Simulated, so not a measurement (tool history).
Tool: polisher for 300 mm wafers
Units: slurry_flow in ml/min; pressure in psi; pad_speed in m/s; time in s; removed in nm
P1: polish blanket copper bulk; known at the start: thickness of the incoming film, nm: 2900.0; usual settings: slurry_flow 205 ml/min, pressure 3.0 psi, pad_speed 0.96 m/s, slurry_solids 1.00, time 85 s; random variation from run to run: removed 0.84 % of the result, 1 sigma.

run   hour  slurry_flow  pressure  pad_speed  slurry_solids  time  wafers polished on this pad  hours since the slurry nozzle was cleaned  hours since the head pressure was calibrated  hours since the slurry blender was calibrated  removed
  1   10.4          205       3.0       0.96           1.00    85                          407                                      185.1                                         655.4                                          222.5   670.06
  2   21.7          205       3.0       0.96           1.00    85                          514                                      196.4                                         666.7                                          233.8   679.96
  3   38.3          205       3.0       1.28           1.00    85                          671                                      213.0                                         683.3                                          250.4   892.73
  4   47.9          205       4.7       0.96           1.00    85                          762                                      222.6                                         692.9                                          260.0  1083.00
  5   57.9          125       3.0       0.96           1.00    85                          857                                      232.6                                         702.9                                          270.0   635.63
  6   73.8          205       3.0       0.96           1.00    85                         1008                                      248.5                                         718.8                                          285.9   680.52
  7   88.1          205       3.0       0.50           1.00    85                         1144                                      262.8                                         733.1                                          300.2   354.28
  8  104.6          275       3.0       0.96           1.00    85                         1300                                      279.3                                         749.6                                          316.7   702.22
  9  121.0          205       3.0       0.96           1.00    85                         1456                                      295.7                                         766.0                                          333.1   687.12
 10  131.2          205       3.0       0.96           0.75    85                         1553                                      305.9                                         776.2                                          343.3   644.46
 11  140.5          205       1.8       0.96           1.00    85                         1641                                      315.2                                         785.5                                          352.6   406.97
 12  149.7          205       3.0       0.96           1.00   134                         1728                                      324.4                                         794.7                                          361.8  1071.50
 13  157.4          205       3.0       0.96           1.00    85                         1801                                      332.1                                         802.4                                          369.5   682.37
 14  169.3          125       3.0       0.96           1.00   124                         1914                                      344.0                                         814.3                                          381.4   906.93
 15  179.0          205       3.0       0.96           1.00    85                         2006                                      353.7                                         824.0                                          391.1   677.42
 16  192.4          205       3.0       0.96           1.45    85                         2133                                      367.1                                         837.4                                          404.5   752.56
 17  207.8          205       3.0       0.96           1.00    38                         2279                                      382.5                                         852.8                                          419.9   297.09
 18  225.4          205       3.0       0.96           1.00    85                         2446                                      400.1                                         870.4                                          437.5   678.53
 19  241.2          205       3.0       0.96           1.00    85                         2596                                      415.9                                         886.2                                          453.3   655.98
 20  251.7          205       3.0       0.96           1.00    85                         2696                                      426.4                                         896.7                                          463.8   658.15
     260.7  -- head pressure recalibrated
 21  263.3          205       3.0       0.96           1.00    85                         2806                                      438.0                                           2.6                                          475.4   641.89
     265.3  -- slurry blender recalibrated
 22  277.7          205       3.0       0.96           1.00    85                         2942                                      452.4                                          17.0                                           12.4   636.30

Run 23 comes next. What will it give?
 23  294.7          205       3.0       0.96           1.00    85                         3103                                      469.4                                          34.0                                           29.4        ?

{"run 23": {"removed": 628.52}}

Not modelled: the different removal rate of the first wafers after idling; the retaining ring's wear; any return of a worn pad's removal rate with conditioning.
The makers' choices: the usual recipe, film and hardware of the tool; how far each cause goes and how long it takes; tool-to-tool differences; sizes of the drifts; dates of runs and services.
